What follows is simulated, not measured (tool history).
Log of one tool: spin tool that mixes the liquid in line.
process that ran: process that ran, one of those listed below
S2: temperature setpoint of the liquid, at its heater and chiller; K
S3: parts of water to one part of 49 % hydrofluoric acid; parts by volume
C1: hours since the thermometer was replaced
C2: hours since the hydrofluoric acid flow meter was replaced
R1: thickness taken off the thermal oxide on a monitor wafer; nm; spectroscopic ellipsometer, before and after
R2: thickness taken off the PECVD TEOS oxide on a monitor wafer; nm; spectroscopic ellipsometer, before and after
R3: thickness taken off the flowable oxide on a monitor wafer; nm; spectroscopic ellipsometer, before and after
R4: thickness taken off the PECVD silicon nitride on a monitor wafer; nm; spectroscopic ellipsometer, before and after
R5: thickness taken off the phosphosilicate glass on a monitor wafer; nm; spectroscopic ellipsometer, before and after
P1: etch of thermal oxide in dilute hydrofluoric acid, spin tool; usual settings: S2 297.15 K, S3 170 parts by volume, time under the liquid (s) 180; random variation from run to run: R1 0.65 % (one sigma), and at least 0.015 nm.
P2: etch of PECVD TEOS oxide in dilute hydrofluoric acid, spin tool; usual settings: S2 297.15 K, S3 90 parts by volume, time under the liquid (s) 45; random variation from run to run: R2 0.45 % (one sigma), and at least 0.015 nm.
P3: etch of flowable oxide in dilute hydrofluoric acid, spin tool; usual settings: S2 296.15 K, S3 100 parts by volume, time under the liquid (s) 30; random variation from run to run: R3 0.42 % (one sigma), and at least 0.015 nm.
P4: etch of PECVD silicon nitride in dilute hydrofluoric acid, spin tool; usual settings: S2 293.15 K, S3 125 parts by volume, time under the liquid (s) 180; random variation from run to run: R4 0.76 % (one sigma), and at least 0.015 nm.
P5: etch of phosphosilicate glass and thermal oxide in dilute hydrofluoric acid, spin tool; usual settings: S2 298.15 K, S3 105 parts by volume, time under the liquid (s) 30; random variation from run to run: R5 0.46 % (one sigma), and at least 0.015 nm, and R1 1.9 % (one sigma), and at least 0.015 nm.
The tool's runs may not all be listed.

{"run": 1, "hour": 10.8, "process that ran": "P1", "S2": 297.15, "S3": 170, "time under the liquid (s)": 180, "C1": 984.5, "C2": 529.5, "R1": 4.4298}
{"run": 2, "hour": 18.8, "process that ran": "P2", "S2": 297.15, "S3": 90, "time under the liquid (s)": 45, "C1": 992.5, "C2": 537.5, "R2": 5.6184}
{"hour": 29.2, "done": "thermometer replaced"}
{"run": 3, "hour": 31.5, "process that ran": "P3", "S2": 296.15, "S3": 100, "time under the liquid (s)": 60, "C1": 2.4, "C2": 550.2, "R3": 15.125}
{"run": 4, "hour": 40.2, "process that ran": "P1", "S2": 292.15, "S3": 170, "time under the liquid (s)": 180, "C1": 11.1, "C2": 558.9, "R1": 3.6794}
{"run": 5, "hour": 48.0, "process that ran": "P1", "S2": 297.15, "S3": 240, "time under the liquid (s)": 300, "C1": 18.9, "C2": 566.7, "R1": 4.8889}
{"run": 6, "hour": 60.0, "process that ran": "P1", "S2": 297.15, "S3": 255, "time under the liquid (s)": 180, "C1": 30.9, "C2": 578.7, "R1": 2.6675}
{"run": 7, "hour": 67.5, "process that ran": "P4", "S2": 290.15, "S3": 125, "time under the liquid (s)": 180, "C1": 38.4, "C2": 586.2, "R4": 2.1161}
{"run": 8, "hour": 73.4, "process that ran": "P1", "S2": 303.65, "S3": 170, "time under the liquid (s)": 350, "C1": 44.3, "C2": 592.1, "R1": 10.908}
{"run": 9, "hour": 83.4, "process that ran": "P1", "S2": 297.15, "S3": 170, "time under the liquid (s)": 15, "C1": 54.3, "C2": 602.1, "R1": 0.35765}
{"run": 10, "hour": 89.9, "process that ran": "P5", "S2": 298.15, "S3": 60, "time under the liquid (s)": 30, "C1": 60.8, "C2": 608.6, "R1": 2.6151, "R5": 107.14}
{"run": 11, "hour": 101.4, "process that ran": "P1", "S2": 297.15, "S3": 170, "time under the liquid (s)": 180, "C1": 72.3, "C2": 620.1, "R1": 4.4846}
{"run": 12, "hour": 111.7, "process that ran": "P2", "S2": 304.15, "S3": 90, "time under the liquid (s)": 45, "C1": 82.6, "C2": 630.4, "R2": 7.4136}
{"run": 13, "hour": 117.7, "process that ran": "P5", "S2": 298.15, "S3": 105, "time under the liquid (s)": 30, "C1": 88.6, "C2": 636.4, "R1": 1.4522, "R5": 57.421}
{"run": 14, "hour": 126.3, "process that ran": "P1", "S2": 302.65, "S3": 170, "time under the liquid (s)": 180, "C1": 97.2, "C2": 645, "R1": 5.3461}
{"hour": 129.0, "done": "hydrofluoric acid flow meter replaced"}
{"run": 15, "hour": 134.5, "process that ran": "P2", "S2": 297.15, "S3": 135, "time under the liquid (s)": 45, "C1": 105.4, "C2": 5.5, "R2": 3.593}
{"run": 16, "hour": 144.5, "process that ran": "P1", "S2": 297.15, "S3": 75, "time under the liquid (s)": 180, "C1": 115.4, "C2": 15.5, "R1": 11.204}
{"run": 17, "hour": 153.6, "process that ran": "P1", "S2": 297.15, "S3": 170, "time under the liquid (s)": 180, "C1": 124.5, "C2": 24.6, "R1": 4.3969}
{"run": 18, "hour": 160.5, "process that ran": "P3", "S2": 296.15, "S3": 100, "time under the liquid (s)": 30, "C1": 131.4, "C2": 31.5, "R3": 7.508}
{"run": 19, "hour": 168.1, "process that ran": "P2", "S2": 297.15, "S3": 90, "time under the liquid (s)": 15, "C1": 139, "C2": 39.1, "R2": 1.907}
{"run": 20, "hour": 179.0, "process that ran": "P5", "S2": 298.15, "S3": 105, "time under the liquid (s)": 50, "C1": 149.9, "C2": 50, "R1": 2.3581, "R5": 95.461}
{"run": 21, "hour": 186.2, "process that ran": "P5", "S2": 304.15, "S3": 105, "time under the liquid (s)": 30, "C1": 157.1, "C2": 57.2, "R1": 1.8332, "R5": 72.85}
{"run": 22, "hour": 195.5, "process that ran": "P4", "S2": 293.15, "S3": 185, "time under the liquid (s)": 180, "C1": 166.4, "C2": 66.5, "R4": 1.7833}
{"run": 23, "hour": 204.8, "process that ran": "P1", "S2": 297.15, "S3": 170, "time under the liquid (s)": 285, "C1": 175.7, "C2": 75.8, "R1": 7.0613}
{"run": 24, "hour": 216.9, "process that ran": "P3", "S2": 303.15, "S3": 100, "time under the liquid (s)": 30, "C1": 187.8, "C2": 87.9, "R3": 9.863}
{"run": 25, "hour": 223.5, "process that ran": "P1", "S2": 297.15, "S3": 170, "time under the liquid (s)": 180, "C1": 194.4, "C2": 94.5, "R1": 4.4852}
{"run": 26, "hour": 229.1, "process that ran": "P4", "S2": 293.15, "S3": 125, "time under the liquid (s)": 180, "C1": 200, "C2": 100.1, "R4": 2.6251}
{"run": 27, "hour": 241.5, "process that ran": "P3", "S2": 296.15, "S3": 25, "time under the liquid (s)": 30, "C1": 212.4, "C2": 112.5, "R3": 33.46}
{"run": 28, "hour": 254.1, "process that ran": "P1", "S2": 297.15, "S3": 170, "time under the liquid (s)": 180, "C1": 225, "C2": 125.1, "R1": 4.4312}
{"run": 29, "hour": 263.7, "process that ran": "P4", "S2": 293.15, "S3": 125, "time under the liquid (s)": 35, "C1": 234.6, "C2": 134.7, "R4": 0.5226}
{"run": 30, "hour": 271.3, "process that ran": "P5", "S2": 298.15, "S3": 105, "time under the liquid (s)": 30, "C1": 242.2, "C2": 142.3, "R1": 1.4755, "R5": 57.214}
{"run": 31, "hour": 278.3, "process that ran": "P1", "S2": 297.15, "S3": 170, "time under the liquid (s)": 180, "C1": 249.2, "C2": 149.3, "R1": 4.4012}
{"run": 32, "hour": 285.0, "process that ran": "P1", "S2": 297.15, "S3": 170, "time under the liquid (s)": 180, "C1": 255.9, "C2": 156, "R1": 4.5262}
{"run": 33, "hour": 291.8, "process that ran": "P1", "S2": 297.15, "S3": 170, "time under the liquid (s)": 180, "C1": 262.7, "C2": 162.8, "R1": 4.6209}
{"run": 34, "hour": 297.9, "process that ran": "P1", "S2": 297.15, "S3": 170, "time under the liquid (s)": 180, "C1": 268.8, "C2": 168.9, "R1": 4.6835}
{"run": 35, "hour": 304.9, "process that ran": "P1", "S2": 297.15, "S3": 170, "time under the liquid (s)": 180, "C1": 275.8, "C2": 175.9, "R1": 4.7103}
{"run": 36, "hour": 311.2, "process that ran": "P1", "S2": 297.15, "S3": 170, "time under the liquid (s)": 180, "C1": 282.1, "C2": 182.2, "R1": 4.7294}
{"run": 37, "hour": 319.2, "process that ran": "P1", "S2": 297.15, "S3": 170, "time under the liquid (s)": 180, "C1": 290.1, "C2": 190.2, "R1": 4.7452}
{"run": 38, "hour": 330.9, "process that ran": "P1", "S2": 297.15, "S3": 170, "time under the liquid (s)": 180, "C1": 301.8, "C2": 201.9, "R1": 4.7506}
{"run": 39, "hour": 340.8, "process that ran": "P1", "S2": 297.15, "S3": 170, "time under the liquid (s)": 180, "C1": 311.7, "C2": 211.8, "R1": 4.7249}

What P1 gives has crept away from where it was. These 2 causes fit the log equally well, each at the size given:
A: hydrofluoric acid flow above the setpoint (%) = 6.39
B: liquid hotter than its thermometer reads (K) = 1.97
The creep began at about hour 278.3.

4 check runs are offered, one wafer each, their results left as question marks. Which one tells the causes apart?
{"run": "check 1", "hour": 350.7, "process that ran": "P4", "S2": 293.15, "S3": 125, "time under the liquid (s)": 180, "R4": "?"}
{"run": "check 2", "hour": 350.7, "process that ran": "P5", "S2": 298.15, "S3": 105, "time under the liquid (s)": 30, "R1": "?", "R5": "?"}
{"run": "check 3", "hour": 350.7, "process that ran": "P3", "S2": 296.15, "S3": 100, "time under the liquid (s)": 30, "R3": "?"}
{"run": "check 4", "hour": 350.7, "process that ran": "P2", "S2": 297.15, "S3": 90, "time under the liquid (s)": 45, "R2": "?"}

What each check would give under each cause:
check=check_1 result=R4 if_A=2.7648 if_B=2.9691
check=check_2 result=R1 if_A=1.5338 if_B=1.5437
check=check_2 result=R5 if_A=61.768 if_B=62.168
check=check_3 result=R3 if_A=8.1073 if_B=8.1792
check=check_4 result=R2 if_A=6.0602 if_B=6.116
How far apart the two closest causes lie, in the result that separates them most: check 1 7.13 %; check 2 0.65 %; check 3 0.88 %; check 4 0.92 %
Check 1 tells the causes apart: in the others they would give nearly the same result.

Then check 1 was run and gave: R4 2.9726 nm. Which cause is it?

It is B: liquid hotter than its thermometer reads (K).
